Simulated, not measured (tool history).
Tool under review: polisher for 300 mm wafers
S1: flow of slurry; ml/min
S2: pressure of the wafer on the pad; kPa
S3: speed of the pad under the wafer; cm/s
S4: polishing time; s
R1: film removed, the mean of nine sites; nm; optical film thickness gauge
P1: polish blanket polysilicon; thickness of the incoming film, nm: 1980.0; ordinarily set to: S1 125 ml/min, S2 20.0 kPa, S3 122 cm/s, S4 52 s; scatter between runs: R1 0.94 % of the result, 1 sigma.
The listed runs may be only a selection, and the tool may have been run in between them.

run	hour	S1	S2	S3	S4	R1
1	7.3	125	20.0	122	52	496.35
2	13.5	125	20.0	62	52	255.86
3	21.7	125	20.0	94	78	588.46
4	30.0	125	20.0	122	52	498.07
5	35.6	125	20.0	122	52	498.62
6	42.6	125	14.5	122	52	367.80
7	51.4	125	20.0	122	23	220.27
8	61.0	125	26.2	122	52	663.02
9	66.9	75	20.0	122	52	439.52
10	72.0	195	20.0	122	52	541.62
11	79.4	125	20.0	122	52	498.89
12	88.0	125	20.0	122	52	505.93
13	94.8	125	27.6	174	52	974.23
# hour 98.9: worn pad replaced by a new one
14	103.3	125	20.0	122	73	700.44
15	111.2	125	20.0	180	52	746.09
16	121.1	125	20.0	122	52	499.51
17	130.3	125	20.0	122	52	490.12
18	140.0	125	20.0	122	52	476.74
19	151.1	125	20.0	122	52	470.14
20	160.8	125	20.0	122	52	461.46
21	167.8	125	20.0	122	52	468.87
# hour 173.8: worn pad replaced by a new one
22	179.2	125	20.0	122	52	466.47
23	185.9	125	20.0	122	52	470.87
24	191.4	125	20.0	122	52	470.06

Estimate the outcome of run 25 from the log above:
25	200.4	125	20.0	122	52	?

{"run 25": {"R1": 468.58}}
